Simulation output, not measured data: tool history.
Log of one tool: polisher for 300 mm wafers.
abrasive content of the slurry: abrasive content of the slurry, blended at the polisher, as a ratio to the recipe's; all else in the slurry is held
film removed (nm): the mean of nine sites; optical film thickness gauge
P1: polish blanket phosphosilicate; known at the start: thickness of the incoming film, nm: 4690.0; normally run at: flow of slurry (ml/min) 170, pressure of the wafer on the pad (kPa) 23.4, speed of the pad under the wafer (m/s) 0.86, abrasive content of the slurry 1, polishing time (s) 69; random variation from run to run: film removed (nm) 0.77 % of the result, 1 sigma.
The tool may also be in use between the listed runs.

run	hour	flow of slurry (ml/min)	pressure of the wafer on the pad (kPa)	speed of the pad under the wafer (m/s)	abrasive content of the slurry	polishing time (s)	wafers polished on this pad	hours since the slurry nozzle was cleaned	hours since the head pressure was calibrated	hours since the slurry blender was calibrated	hours since the conditioning disc was replaced	film removed (nm)
1	6.8	170	23.4	0.86	1	69	475	596	225.5	62	366.4	647.23
2	13.5	170	23.4	0.86	1	31	547	602.7	232.2	68.7	373.1	290.72
3	27.1	170	23.4	0.86	1	69	693	616.3	245.8	82.3	386.7	649.73
4	39.9	170	29.6	0.86	0.5	69	831	629.1	258.6	95.1	399.5	569.79
5	50.2	170	23.4	0.86	1.3	69	942	639.4	268.9	105.4	409.8	724.9
6	64.4	170	23.4	0.38	1	69	1094	653.6	283.1	119.6	424	341.77
7	77.7	170	12.4	0.86	1	69	1237	666.9	296.4	132.9	437.3	343.05
8	91.3	250	23.4	0.86	1	69	1384	680.5	310	146.5	450.9	674.92
9	105.3	170	15.9	0.86	1	43	1534	694.5	324	160.5	464.9	271.96
# hour 107: slurry nozzle cleaned
10	116.8	170	23.4	1.26	1	69	1658	9.8	335.5	172	476.4	891.46
11	131.4	170	23.4	0.86	1	88	1815	24.4	350.1	186.6	491	835.72
12	140.5	170	33.8	0.86	1	69	1913	33.5	359.2	195.7	500.1	942.69
13	151.2	170	23.4	0.86	1	69	2028	44.2	369.9	206.4	510.8	653.52
14	161.2	110	23.4	0.86	1	69	2135	54.2	379.9	216.4	520.8	597.73
15	176.1	170	34.5	0.86	1	45	2296	69.1	394.8	231.3	535.7	627.99
# hour 176.5: conditioning disc replaced and pad reconditioned
16	187.4	170	23.4	0.86	0.5	69	2417	80.4	406.1	242.6	10.9	444.5
17	198.1	170	23.4	0.86	1	69	2532	91.1	416.8	253.3	21.6	648.18
18	204.9	170	23.4	0.86	1	69	2605	97.9	423.6	260.1	28.4	645.91
19	216.4	170	23.4	0.86	1	69	2729	109.4	435.1	271.6	39.9	620.88
20	225.9	170	23.4	0.86	1	69	2831	118.9	444.6	281.1	49.4	601.7
# hour 231.8: head pressure recalibrated
# hour 233.4: slurry nozzle cleaned
21	239.1	170	23.4	0.86	1	69	2973	5.7	7.4	294.3	62.6	592.67
# hour 244.5: conditioning disc replaced and pad reconditioned
22	248.3	170	23.4	0.86	1	69	3072	14.9	16.6	303.5	3.8	592.23
23	261	170	23.4	0.86	1	69	3209	27.6	29.3	316.2	16.5	574.94

Forecast run 24:
24	276.1	170	23.4	0.86	1	69	3371	42.7	44.4	331.3	31.6	?

Run 24 gave film removed (nm) 586.25.
